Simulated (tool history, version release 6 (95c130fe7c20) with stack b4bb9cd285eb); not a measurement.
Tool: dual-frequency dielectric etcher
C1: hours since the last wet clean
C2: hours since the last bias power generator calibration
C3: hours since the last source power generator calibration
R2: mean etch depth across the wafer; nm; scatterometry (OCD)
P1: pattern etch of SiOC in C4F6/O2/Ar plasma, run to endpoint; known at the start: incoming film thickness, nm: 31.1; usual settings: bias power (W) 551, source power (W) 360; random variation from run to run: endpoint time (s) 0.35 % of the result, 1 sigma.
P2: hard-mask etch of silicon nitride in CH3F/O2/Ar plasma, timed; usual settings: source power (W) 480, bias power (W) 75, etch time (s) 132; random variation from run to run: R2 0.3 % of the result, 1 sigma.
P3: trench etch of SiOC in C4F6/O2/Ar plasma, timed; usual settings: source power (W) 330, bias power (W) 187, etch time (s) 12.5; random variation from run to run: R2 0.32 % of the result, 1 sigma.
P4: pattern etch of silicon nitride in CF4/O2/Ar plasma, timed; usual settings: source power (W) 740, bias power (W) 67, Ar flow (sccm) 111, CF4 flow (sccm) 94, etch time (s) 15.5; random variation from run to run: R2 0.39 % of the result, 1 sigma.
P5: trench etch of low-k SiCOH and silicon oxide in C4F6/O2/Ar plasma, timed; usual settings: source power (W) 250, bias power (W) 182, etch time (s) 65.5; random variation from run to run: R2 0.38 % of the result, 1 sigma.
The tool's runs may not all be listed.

run 1 hour=3.5 | process_that_ran=P1 bias_power_(W)=551 source_power_(W)=360 | C1=448.7 C2=962.9 C3=2553.5 | endpoint_time_(s)=10.469
run 2 hour=6.5 | process_that_ran=P1 bias_power_(W)=730 source_power_(W)=360 | C1=451.7 C2=965.9 C3=2556.5 | endpoint_time_(s)=9.3825
run 3 hour=12.1 | process_that_ran=P4 bias_power_(W)=67 source_power_(W)=740 Ar_flow_(sccm)=111 CF4_flow_(sccm)=94 etch_time_(s)=15.5 | C1=457.3 C2=971.5 C3=2562.1 | R2=45.321
run 4 hour=17.8 | process_that_ran=P4 bias_power_(W)=48 source_power_(W)=740 Ar_flow_(sccm)=111 CF4_flow_(sccm)=94 etch_time_(s)=15.5 | C1=463 C2=977.2 C3=2567.8 | R2=39.406
run 5 hour=22.3 | process_that_ran=P4 bias_power_(W)=67 source_power_(W)=740 Ar_flow_(sccm)=111 CF4_flow_(sccm)=94 etch_time_(s)=15.5 | C1=467.5 C2=981.7 C3=2572.3 | R2=44.976
run 6 hour=25.4 | process_that_ran=P4 bias_power_(W)=67 source_power_(W)=1040 Ar_flow_(sccm)=111 CF4_flow_(sccm)=94 etch_time_(s)=15.5 | C1=470.6 C2=984.8 C3=2575.4 | R2=60.607
run 7 hour=29.8 | process_that_ran=P5 bias_power_(W)=182 source_power_(W)=250 etch_time_(s)=65.5 | C1=475 C2=989.2 C3=2579.8 | R2=182.6
run 8 hour=32.7 | process_that_ran=P1 bias_power_(W)=551 source_power_(W)=360 | C1=477.9 C2=992.1 C3=2582.7 | endpoint_time_(s)=10.521
run 9 hour=38.1 | process_that_ran=P5 bias_power_(W)=182 source_power_(W)=160 etch_time_(s)=65.5 | C1=483.3 C2=997.5 C3=2588.1 | R2=153.86
run 10 hour=42.1 | process_that_ran=P4 bias_power_(W)=67 source_power_(W)=740 Ar_flow_(sccm)=111 CF4_flow_(sccm)=94 etch_time_(s)=22.5 | C1=487.3 C2=1001.5 C3=2592.1 | R2=65.117
run 11 hour=47.1 | process_that_ran=P1 bias_power_(W)=551 source_power_(W)=360 | C1=492.3 C2=1006.5 C3=2597.1 | endpoint_time_(s)=10.484
run 12 hour=51.2 | process_that_ran=P1 bias_power_(W)=354 source_power_(W)=500 | C1=496.4 C2=1010.6 C3=2601.2 | endpoint_time_(s)=10.892
run 13 hour=56.9 | process_that_ran=P4 bias_power_(W)=67 source_power_(W)=740 Ar_flow_(sccm)=69 CF4_flow_(sccm)=94 etch_time_(s)=15.5 | C1=502.1 C2=1016.3 C3=2606.9 | R2=47.661
run 14 hour=60.4 | process_that_ran=P1 bias_power_(W)=407 source_power_(W)=360 | C1=505.6 C2=1019.8 C3=2610.4 | endpoint_time_(s)=11.739
run 15 hour=66.4 | process_that_ran=P2 bias_power_(W)=75 source_power_(W)=480 etch_time_(s)=132 | C1=511.6 C2=1025.8 C3=2616.4 | R2=103.12
run 16 hour=69.7 | process_that_ran=P1 bias_power_(W)=728 source_power_(W)=240 | C1=514.9 C2=1029.1 C3=2619.7 | endpoint_time_(s)=10.87
-- hour=73.3 wet clean of the chamber
run 17 hour=75.1 | process_that_ran=P1 bias_power_(W)=551 source_power_(W)=360 | C1=1.8 C2=1034.5 C3=2625.1 | endpoint_time_(s)=10.497
run 18 hour=79.6 | process_that_ran=P1 bias_power_(W)=551 source_power_(W)=360 | C1=6.3 C2=1039 C3=2629.6 | endpoint_time_(s)=10.532
run 19 hour=82.8 | process_that_ran=P1 bias_power_(W)=411 source_power_(W)=270 | C1=9.5 C2=1042.2 C3=2632.8 | endpoint_time_(s)=13.027
run 20 hour=87.9 | process_that_ran=P1 bias_power_(W)=551 source_power_(W)=290 | C1=14.6 C2=1047.3 C3=2637.9 | endpoint_time_(s)=11.33
run 21 hour=93.3 | process_that_ran=P5 bias_power_(W)=182 source_power_(W)=250 etch_time_(s)=92.5 | C1=20 C2=1052.7 C3=2643.3 | R2=256.89
run 22 hour=97.5 | process_that_ran=P2 bias_power_(W)=75 source_power_(W)=370 etch_time_(s)=132 | C1=24.2 C2=1056.9 C3=2647.5 | R2=92.658
run 23 hour=103.4 | process_that_ran=P2 bias_power_(W)=100 source_power_(W)=480 etch_time_(s)=132 | C1=30.1 C2=1062.8 C3=2653.4 | R2=112.95
run 24 hour=107.4 | process_that_ran=P3 bias_power_(W)=187 source_power_(W)=200 etch_time_(s)=12.5 | C1=34.1 C2=1066.8 C3=2657.4 | R2=19.93
run 25 hour=110.1 | process_that_ran=P3 bias_power_(W)=257 source_power_(W)=330 etch_time_(s)=12.5 | C1=36.8 C2=1069.5 C3=2660.1 | R2=26.843
run 26 hour=114.9 | process_that_ran=P1 bias_power_(W)=551 source_power_(W)=360 | C1=41.6 C2=1074.3 C3=2664.9 | endpoint_time_(s)=10.515
run 27 hour=117.8 | process_that_ran=P3 bias_power_(W)=187 source_power_(W)=330 etch_time_(s)=12.5 | C1=44.5 C2=1077.2 C3=2667.8 | R2=24.176
run 28 hour=122.5 | process_that_ran=P1 bias_power_(W)=551 source_power_(W)=360 | C1=49.2 C2=1081.9 C3=2672.5 | endpoint_time_(s)=10.478
run 29 hour=127.5 | process_that_ran=P2 bias_power_(W)=75 source_power_(W)=480 etch_time_(s)=187.5 | C1=54.2 C2=1086.9 C3=2677.5 | R2=145.3
run 30 hour=130.7 | process_that_ran=P5 bias_power_(W)=130 source_power_(W)=250 etch_time_(s)=65.5 | C1=57.4 C2=1090.1 C3=2680.7 | R2=164.48
run 31 hour=135.6 | process_that_ran=P3 bias_power_(W)=187 source_power_(W)=330 etch_time_(s)=18.5 | C1=62.3 C2=1095 C3=2685.6 | R2=35.615
run 32 hour=141.3 | process_that_ran=P4 bias_power_(W)=67 source_power_(W)=740 Ar_flow_(sccm)=111 CF4_flow_(sccm)=118 etch_time_(s)=15.5 | C1=68 C2=1100.7 C3=2691.3 | R2=46.114
run 33 hour=145.9 | process_that_ran=P1 bias_power_(W)=551 source_power_(W)=450 | C1=72.6 C2=1105.3 C3=2695.9 | endpoint_time_(s)=9.6523
run 34 hour=149.6 | process_that_ran=P1 bias_power_(W)=551 source_power_(W)=360 | C1=76.3 C2=1109 C3=2699.6 | endpoint_time_(s)=10.484
run 35 hour=152.3 | process_that_ran=P1 bias_power_(W)=551 source_power_(W)=360 | C1=79 C2=1111.7 C3=2702.3 | endpoint_time_(s)=10.56
run 36 hour=156.8 | process_that_ran=P1 bias_power_(W)=551 source_power_(W)=360 | C1=83.5 C2=1116.2 C3=2706.8 | endpoint_time_(s)=10.611
run 37 hour=162.5 | process_that_ran=P1 bias_power_(W)=551 source_power_(W)=360 | C1=89.2 C2=1121.9 C3=2712.5 | endpoint_time_(s)=10.574
run 38 hour=166.5 | process_that_ran=P1 bias_power_(W)=551 source_power_(W)=360 | C1=93.2 C2=1125.9 C3=2716.5 | endpoint_time_(s)=10.617
run 39 hour=169.1 | process_that_ran=P1 bias_power_(W)=551 source_power_(W)=360 | C1=95.8 C2=1128.5 C3=2719.1 | endpoint_time_(s)=10.612
run 40 hour=173.5 | process_that_ran=P1 bias_power_(W)=551 source_power_(W)=360 | C1=100.2 C2=1132.9 C3=2723.5 | endpoint_time_(s)=10.701
run 41 hour=177.3 | process_that_ran=P1 bias_power_(W)=551 source_power_(W)=360 | C1=104 C2=1136.7 C3=2727.3 | endpoint_time_(s)=10.682
run 42 hour=180 | process_that_ran=P1 bias_power_(W)=551 source_power_(W)=360 | C1=106.7 C2=1139.4 C3=2730 | endpoint_time_(s)=10.619
-- hour=182.5 wet clean of the chamber
run 43 hour=183.1 | process_that_ran=P1 bias_power_(W)=551 source_power_(W)=360 | C1=0.6 C2=1142.5 C3=2733.1 | endpoint_time_(s)=10.618
run 44 hour=188.6 | process_that_ran=P1 bias_power_(W)=551 source_power_(W)=360 | C1=6.1 C2=1148 C3=2738.6 | endpoint_time_(s)=10.705
run 45 hour=193.7 | process_that_ran=P1 bias_power_(W)=551 source_power_(W)=360 | C1=11.2 C2=1153.1 C3=2743.7 | endpoint_time_(s)=10.691

What P1 gives has crept away from where it was. These 2 causes fit the log equally well, each at the size given:
A: bias power that arrives under what is set, % = 4.54
B: source power that arrives under what is set, % = 4.69
The creep began at about hour 149.6.
Why every other cause is out:
chamber walls in a state that lowers the etch rate, %: serviced at hour 182.5, which brought nothing back

4 check runs are offered, each on 2 wafers whose results are averaged, their results left as question marks. Which one tells the causes apart?
run check 1 hour=198.8 | process_that_ran=P2 bias_power_(W)=99 source_power_(W)=480 etch_time_(s)=132 | R2=?
run check 2 hour=198.8 | process_that_ran=P4 bias_power_(W)=52 source_power_(W)=740 Ar_flow_(sccm)=111 CF4_flow_(sccm)=94 etch_time_(s)=15.5 | R2=?
run check 3 hour=198.8 | process_that_ran=P5 bias_power_(W)=154 source_power_(W)=250 etch_time_(s)=90.5 | R2=?
run check 4 hour=198.8 | process_that_ran=P3 bias_power_(W)=230 source_power_(W)=200 etch_time_(s)=12.5 | R2=?

What each check would give under each cause:
check=check_1 result=R2 if_A=111.03 if_B=110.9
check=check_2 result=R2 if_A=40.174 if_B=39.202
check=check_3 result=R2 if_A=235.22 if_B=234.26
check=check_4 result=R2 if_A=20.996 if_B=20.953
How far apart the two closest causes lie, in the result that separates them most: check 1 0.12 %; check 2 2.45 %; check 3 0.41 %; check 4 0.21 %
Only check 2 tells the causes apart: in the others they would give nearly the same result.

Check 2 was then run and gave: R2 40.062 nm. Which cause is it?

It is A: bias power that arrives under what is set, %.
